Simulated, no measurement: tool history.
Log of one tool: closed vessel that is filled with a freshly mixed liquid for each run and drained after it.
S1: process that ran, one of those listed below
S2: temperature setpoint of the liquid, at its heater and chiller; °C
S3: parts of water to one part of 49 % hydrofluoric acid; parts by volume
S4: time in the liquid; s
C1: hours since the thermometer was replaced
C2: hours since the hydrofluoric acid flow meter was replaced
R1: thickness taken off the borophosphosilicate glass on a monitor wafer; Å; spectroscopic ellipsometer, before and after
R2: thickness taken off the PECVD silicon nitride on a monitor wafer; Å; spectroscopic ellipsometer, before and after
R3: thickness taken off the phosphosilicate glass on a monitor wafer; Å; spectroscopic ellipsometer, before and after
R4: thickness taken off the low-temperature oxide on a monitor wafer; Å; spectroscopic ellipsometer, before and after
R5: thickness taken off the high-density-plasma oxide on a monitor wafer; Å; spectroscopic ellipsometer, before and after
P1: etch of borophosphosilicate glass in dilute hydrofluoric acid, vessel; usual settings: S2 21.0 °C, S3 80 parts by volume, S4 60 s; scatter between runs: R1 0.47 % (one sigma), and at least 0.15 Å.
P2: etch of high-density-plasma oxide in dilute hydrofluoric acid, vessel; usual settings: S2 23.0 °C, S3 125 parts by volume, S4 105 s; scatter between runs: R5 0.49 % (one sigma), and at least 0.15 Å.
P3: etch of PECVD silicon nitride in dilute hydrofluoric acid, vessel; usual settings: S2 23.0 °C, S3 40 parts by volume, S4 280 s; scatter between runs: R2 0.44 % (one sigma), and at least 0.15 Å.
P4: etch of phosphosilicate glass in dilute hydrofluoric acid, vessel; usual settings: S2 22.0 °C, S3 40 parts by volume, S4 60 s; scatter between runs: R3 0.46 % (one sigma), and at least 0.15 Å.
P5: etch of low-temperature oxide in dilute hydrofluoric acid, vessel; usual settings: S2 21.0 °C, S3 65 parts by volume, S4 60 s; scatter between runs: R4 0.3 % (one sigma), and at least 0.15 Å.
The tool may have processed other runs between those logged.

{"run": 1, "hour": 11.9, "S1": "P1", "S2": 21.0, "S3": 80, "S4": 60, "C1": 370.6, "C2": 826.5, "R1": 406.29}
{"run": 2, "hour": 29.4, "S1": "P3", "S2": 23.0, "S3": 40, "S4": 280, "C1": 388.1, "C2": 844.0, "R2": 369.77}
{"run": 3, "hour": 45.4, "S1": "P4", "S2": 17.0, "S3": 40, "S4": 60, "C1": 404.1, "C2": 860.0, "R3": 990.52}
{"run": 4, "hour": 56.7, "S1": "P1", "S2": 17.0, "S3": 80, "S4": 30, "C1": 415.4, "C2": 871.3, "R1": 170.68}
{"run": 5, "hour": 68.8, "S1": "P3", "S2": 23.0, "S3": 20, "S4": 280, "C1": 427.5, "C2": 883.4, "R2": 715.58}
{"run": 6, "hour": 86.5, "S1": "P5", "S2": 21.0, "S3": 65, "S4": 60, "C1": 445.2, "C2": 901.1, "R4": 306.96}
{"run": 7, "hour": 99.7, "S1": "P5", "S2": 21.0, "S3": 65, "S4": 30, "C1": 458.4, "C2": 914.3, "R4": 153.14}
{"run": 8, "hour": 118.1, "S1": "P1", "S2": 21.0, "S3": 80, "S4": 60, "C1": 476.8, "C2": 932.7, "R1": 403.66}
{"run": 9, "hour": 136.4, "S1": "P2", "S2": 23.0, "S3": 205, "S4": 105, "C1": 495.1, "C2": 951.0, "R5": 25.158}
{"run": 10, "hour": 148.6, "S1": "P4", "S2": 22.0, "S3": 40, "S4": 60, "C1": 507.3, "C2": 963.2, "R3": 1229.1}
{"run": 11, "hour": 163.0, "S1": "P1", "S2": 21.0, "S3": 30, "S4": 30, "C1": 521.7, "C2": 977.6, "R1": 578.63}
{"run": 12, "hour": 171.5, "S1": "P3", "S2": 23.0, "S3": 40, "S4": 280, "C1": 530.2, "C2": 986.1, "R2": 368.7}
{"run": 13, "hour": 181.9, "S1": "P3", "S2": 19.0, "S3": 40, "S4": 280, "C1": 540.6, "C2": 996.5, "R2": 278.38}
{"run": 14, "hour": 194.2, "S1": "P2", "S2": 31.0, "S3": 125, "S4": 105, "C1": 552.9, "C2": 1008.8, "R5": 61.456}
{"run": 15, "hour": 204.9, "S1": "P1", "S2": 26.5, "S3": 80, "S4": 60, "C1": 563.6, "C2": 1019.5, "R1": 504.12}
{"run": 16, "hour": 220.9, "S1": "P2", "S2": 23.0, "S3": 125, "S4": 105, "C1": 579.6, "C2": 1035.5, "R5": 45.762}
{"run": 17, "hour": 238.9, "S1": "P4", "S2": 22.0, "S3": 40, "S4": 30, "C1": 597.6, "C2": 1053.5, "R3": 610.41}
{"run": 18, "hour": 255.4, "S1": "P1", "S2": 21.0, "S3": 80, "S4": 115, "C1": 614.1, "C2": 1070.0, "R1": 780.45}
{"run": 19, "hour": 271.0, "S1": "P3", "S2": 23.0, "S3": 40, "S4": 30, "C1": 629.7, "C2": 1085.6, "R2": 39.559}
{"run": 20, "hour": 280.5, "S1": "P2", "S2": 23.0, "S3": 125, "S4": 30, "C1": 639.2, "C2": 1095.1, "R5": 13.008}
{"run": 21, "hour": 291.0, "S1": "P1", "S2": 21.0, "S3": 110, "S4": 60, "C1": 649.7, "C2": 1105.6, "R1": 284.49}
{"run": 22, "hour": 303.0, "S1": "P1", "S2": 21.0, "S3": 80, "S4": 60, "C1": 661.7, "C2": 1117.6, "R1": 404.85}
{"run": 23, "hour": 319.7, "S1": "P1", "S2": 21.0, "S3": 125, "S4": 85, "C1": 678.4, "C2": 1134.3, "R1": 349.3}
{"run": 24, "hour": 329.5, "S1": "P1", "S2": 21.0, "S3": 80, "S4": 60, "C1": 688.2, "C2": 1144.1, "R1": 406.02}
{"run": 25, "hour": 345.4, "S1": "P5", "S2": 21.0, "S3": 110, "S4": 60, "C1": 704.1, "C2": 1160.0, "R4": 172.44}
{"run": 26, "hour": 363.7, "S1": "P5", "S2": 27.5, "S3": 65, "S4": 60, "C1": 722.4, "C2": 1178.3, "R4": 400.8}
{"run": 27, "hour": 375.2, "S1": "P1", "S2": 21.0, "S3": 45, "S4": 60, "C1": 733.9, "C2": 1189.8, "R1": 754.79}
{"run": 28, "hour": 384.5, "S1": "P1", "S2": 17.0, "S3": 80, "S4": 60, "C1": 743.2, "C2": 1199.1, "R1": 343.06}
{"run": 29, "hour": 403.2, "S1": "P5", "S2": 21.0, "S3": 65, "S4": 60, "C1": 761.9, "C2": 1217.8, "R4": 307.39}

Run 30 is up next; what results do you expect?
{"run": 30, "hour": 417.2, "S1": "P4", "S2": 22.0, "S3": 60, "S4": 60, "C1": 775.9, "C2": 1231.8, "R3": "?"}

For run 30 the tool returned R3 801.18 Å.
